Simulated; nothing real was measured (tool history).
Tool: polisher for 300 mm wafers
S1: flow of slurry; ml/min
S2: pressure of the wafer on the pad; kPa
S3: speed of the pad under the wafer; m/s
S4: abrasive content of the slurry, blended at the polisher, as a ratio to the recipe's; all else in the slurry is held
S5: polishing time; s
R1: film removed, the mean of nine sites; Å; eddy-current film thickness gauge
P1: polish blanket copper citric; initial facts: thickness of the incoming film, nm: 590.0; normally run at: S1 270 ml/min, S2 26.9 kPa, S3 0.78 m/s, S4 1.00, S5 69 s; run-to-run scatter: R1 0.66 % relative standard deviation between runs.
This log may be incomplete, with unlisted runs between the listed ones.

Run 1, hour 10.2: S1 270 ml/min, S2 26.9 kPa, S3 0.78 m/s, S4 1.00, S5 69 s. Result: R1 1834.60 Å.
Run 2, hour 16.3: S1 270 ml/min, S2 26.9 kPa, S3 0.78 m/s, S4 1.00, S5 69 s. Result: R1 1865.20 Å.
Run 3, hour 26.0: S1 270 ml/min, S2 20.0 kPa, S3 0.78 m/s, S4 0.65, S5 69 s. Result: R1 1274.40 Å.
Run 4, hour 32.9: S1 410 ml/min, S2 26.9 kPa, S3 0.78 m/s, S4 1.00, S5 69 s. Result: R1 1921.20 Å.
Run 5, hour 43.3: S1 270 ml/min, S2 26.9 kPa, S3 0.78 m/s, S4 1.00, S5 96 s. Result: R1 2577.80 Å.
Run 6, hour 53.1: S1 270 ml/min, S2 26.9 kPa, S3 0.78 m/s, S4 1.00, S5 69 s. Result: R1 1848.80 Å.
At hour 59.5: slurry nozzle cleaned.
Run 7, hour 62.7: S1 270 ml/min, S2 26.9 kPa, S3 0.78 m/s, S4 1.00, S5 69 s. Result: R1 1859.30 Å.
At hour 63.5: worn pad replaced by a new one.
Run 8, hour 68.6: S1 270 ml/min, S2 26.9 kPa, S3 0.78 m/s, S4 1.00, S5 37 s. Result: R1 985.48 Å.
Run 9, hour 77.1: S1 270 ml/min, S2 37.2 kPa, S3 0.78 m/s, S4 1.00, S5 69 s. Result: R1 2559.80 Å.
Run 10, hour 87.2: S1 270 ml/min, S2 26.9 kPa, S3 0.36 m/s, S4 1.00, S5 69 s. Result: R1 889.77 Å.
Run 11, hour 93.1: S1 270 ml/min, S2 26.9 kPa, S3 1.22 m/s, S4 1.00, S5 69 s. Result: R1 2887.90 Å.
Run 12, hour 101.1: S1 270 ml/min, S2 26.9 kPa, S3 0.78 m/s, S4 1.00, S5 69 s. Result: R1 1842.90 Å.
Run 13, hour 107.2: S1 270 ml/min, S2 14.5 kPa, S3 0.78 m/s, S4 1.00, S5 69 s. Result: R1 1025.00 Å.
Run 14, hour 117.2: S1 160 ml/min, S2 26.9 kPa, S3 0.78 m/s, S4 1.00, S5 69 s. Result: R1 1744.10 Å.
Run 15, hour 122.2: S1 270 ml/min, S2 26.9 kPa, S3 0.78 m/s, S4 1.00, S5 69 s. Result: R1 1871.20 Å.
Run 16, hour 131.6: S1 270 ml/min, S2 36.5 kPa, S3 0.78 m/s, S4 1.00, S5 93 s. Result: R1 3362.70 Å.
Run 17, hour 141.2: S1 270 ml/min, S2 26.9 kPa, S3 0.78 m/s, S4 0.55, S5 69 s. Result: R1 1641.00 Å.
Run 18, hour 147.2: S1 270 ml/min, S2 26.9 kPa, S3 0.78 m/s, S4 1.40, S5 69 s. Result: R1 2001.50 Å.
Run 19, hour 154.3: S1 270 ml/min, S2 26.9 kPa, S3 0.78 m/s, S4 1.00, S5 69 s. Result: R1 1841.40 Å.
Run 20, hour 164.3: S1 270 ml/min, S2 26.9 kPa, S3 0.78 m/s, S4 1.00, S5 69 s. Result: R1 1774.50 Å.
Run 21, hour 172.5: S1 270 ml/min, S2 26.9 kPa, S3 0.78 m/s, S4 1.00, S5 69 s. Result: R1 1780.10 Å.
Run 22, hour 177.3: S1 270 ml/min, S2 26.9 kPa, S3 0.78 m/s, S4 1.00, S5 69 s. Result: R1 1765.90 Å.
Run 23, hour 186.9: S1 270 ml/min, S2 26.9 kPa, S3 0.78 m/s, S4 1.00, S5 69 s. Result: R1 1772.90 Å.
Run 24, hour 196.4: S1 270 ml/min, S2 26.9 kPa, S3 0.78 m/s, S4 1.00, S5 69 s. Result: R1 1729.90 Å.
At hour 198.6: worn pad replaced by a new one.
At hour 199.0: head pressure recalibrated.
Run 25, hour 202.4: S1 270 ml/min, S2 26.9 kPa, S3 0.78 m/s, S4 1.00, S5 69 s. Result: R1 1755.20 Å.
Run 26, hour 211.6: S1 270 ml/min, S2 26.9 kPa, S3 0.78 m/s, S4 1.00, S5 69 s. Result: R1 1714.00 Å.
Run 27, hour 217.3: S1 270 ml/min, S2 26.9 kPa, S3 0.78 m/s, S4 1.00, S5 69 s. Result: R1 1736.00 Å.

The output of P1 has drifted from where it used to be. Each of the 2 causes below, taken at the size shown beside it, accounts for the log equally well:
A: slurry flow missing at the pad, % = 38.3
B: abrasive missing from the slurry, % = 25.1
The onset of the drift is placed at about hour 154.3.
Each remaining cause and why it is not a fit:
removal rate lost through wear of the pad, %: work on it at hour 198.6, done after the drift set in, did not restore what the process gave before
head's pressure below its setpoint, %: work on it at hour 199.0, done after the drift set in, did not restore what the process gave before

Which of the check runs below tells the causes apart, meaning the causes would give it clearly different results? Each run uses 2 wafers whose results are averaged, and each result is shown as a question mark.
Run check 1, hour 223.0: S1 160 ml/min, S2 26.9 kPa, S3 1.14 m/s, S4 1.00, S5 69 s. Result: R1 ?.
Run check 2, hour 223.0: S1 270 ml/min, S2 26.9 kPa, S3 0.36 m/s, S4 1.00, S5 48 s. Result: R1 ?.
Run check 3, hour 223.0: S1 270 ml/min, S2 26.9 kPa, S3 0.78 m/s, S4 0.70, S5 69 s. Result: R1 ?.
Run check 4, hour 223.0: S1 330 ml/min, S2 26.9 kPa, S3 0.78 m/s, S4 1.00, S5 69 s. Result: R1 ?.

Check results expected under each cause:
  check  result     if A     if B
check 1      R1  2277.90  2366.00
check 2      R1   575.65   575.65
check 3      R1  1618.90  1623.30
check 4      R1  1795.40  1776.50
Per check, the gap between the least separated pair of causes, taken in the result that splits them most: check 1 3.79 %; check 2 0 %; check 3 0.27 %; check 4 1.06 %
Check 1 distinguishes between the causes, while the remaining checks would return nearly the same result for all of them.

Check 1 was carried out, with these results: R1 2384.30 Å. Which of the listed causes is responsible?

B is the cause: abrasive missing from the slurry, %.
